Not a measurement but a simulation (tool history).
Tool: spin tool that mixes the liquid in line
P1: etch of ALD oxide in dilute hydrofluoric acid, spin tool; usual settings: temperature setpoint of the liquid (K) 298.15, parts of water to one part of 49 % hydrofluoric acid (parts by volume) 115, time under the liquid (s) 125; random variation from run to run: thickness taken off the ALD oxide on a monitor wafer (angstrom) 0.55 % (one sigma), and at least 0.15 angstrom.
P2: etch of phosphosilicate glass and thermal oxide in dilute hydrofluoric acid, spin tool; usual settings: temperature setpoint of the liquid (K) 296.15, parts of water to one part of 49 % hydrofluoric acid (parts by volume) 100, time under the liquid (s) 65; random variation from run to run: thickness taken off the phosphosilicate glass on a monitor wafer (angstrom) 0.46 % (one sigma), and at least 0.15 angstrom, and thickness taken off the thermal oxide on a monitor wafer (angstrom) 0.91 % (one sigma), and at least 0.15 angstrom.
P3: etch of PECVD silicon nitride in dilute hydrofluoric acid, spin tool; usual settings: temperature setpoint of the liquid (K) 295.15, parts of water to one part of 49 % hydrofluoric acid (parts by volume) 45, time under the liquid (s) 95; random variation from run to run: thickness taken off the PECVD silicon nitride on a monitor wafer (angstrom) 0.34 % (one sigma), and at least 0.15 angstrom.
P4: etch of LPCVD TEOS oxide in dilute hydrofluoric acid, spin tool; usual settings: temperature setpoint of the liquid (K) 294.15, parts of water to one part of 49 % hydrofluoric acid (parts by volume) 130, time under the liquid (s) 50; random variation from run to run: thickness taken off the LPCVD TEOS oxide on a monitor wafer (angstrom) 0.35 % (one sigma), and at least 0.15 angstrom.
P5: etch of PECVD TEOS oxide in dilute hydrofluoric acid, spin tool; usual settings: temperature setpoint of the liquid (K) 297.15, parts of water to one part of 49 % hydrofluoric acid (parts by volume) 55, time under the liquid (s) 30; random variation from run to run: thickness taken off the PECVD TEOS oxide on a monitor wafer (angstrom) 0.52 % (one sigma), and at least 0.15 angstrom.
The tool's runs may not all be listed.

run,hour,process that ran,temperature setpoint of the liquid (K),parts of water to one part of 49 % hydrofluoric acid (parts by volume),time under the liquid (s),hours since the thermometer was replaced,hours since the hydrofluoric acid flow meter was replaced,thickness taken off the ALD oxide on a monitor wafer (angstrom),thickness taken off the PECVD TEOS oxide on a monitor wafer (angstrom),thickness taken off the PECVD silicon nitride on a monitor wafer (angstrom),thickness taken off the LPCVD TEOS oxide on a monitor wafer (angstrom),thickness taken off the phosphosilicate glass on a monitor wafer (angstrom),thickness taken off the thermal oxide on a monitor wafer (angstrom)
1,3.9,P1,298.15,115,125,721.1,811.6,210.99,,,,,
2,12.3,P5,297.15,55,15,729.5,820,,38.331,,,,
3,17.1,P1,305.15,115,125,734.3,824.8,274.82,,,,,
4,24.6,P3,295.15,45,95,741.8,832.3,,,78.14,,,
5,29.6,P1,298.15,115,125,746.8,837.3,212.66,,,,,
6,34,P1,298.15,205,125,751.2,841.7,106.7,,,,,
7,41.7,P3,295.15,80,95,758.9,849.4,,,44.164,,,
# hour 43.9: hydrofluoric acid flow meter replaced
8,47.2,P1,290.15,115,125,764.4,3.4,153.11,,,,,
9,54.5,P4,294.15,130,20,771.7,10.7,,,,34.196,,
10,58.6,P1,293.65,115,75,775.8,14.8,106.46,,,,,
11,63.7,P2,296.15,100,15,780.9,19.9,,,,,121.84,6.8946
12,71,P1,298.15,115,125,788.2,27.2,211.53,,,,,
13,76.7,P2,296.15,100,65,793.9,32.9,,,,,531.26,29.323
14,82,P4,301.15,130,50,799.2,38.2,,,,111.9,,
15,89.5,P1,298.15,115,250,806.7,45.7,423.3,,,,,
16,93.8,P1,298.15,65,125,811,50,400.73,,,,,
17,101.8,P2,296.15,35,65,819,58,,,,,1652.8,92.214
18,110,P5,297.15,35,30,827.2,66.2,,124.63,,,,
19,117.2,P4,294.15,130,50,834.4,73.4,,,,84.699,,
20,122.2,P2,291.65,100,65,839.4,78.4,,,,,437.43,24.793

Forecast run 21:
21,127.9,P4,294.15,130,50,845.1,84.1,,,,?,,

thickness taken off the LPCVD TEOS oxide on a monitor wafer (angstrom): 84.698
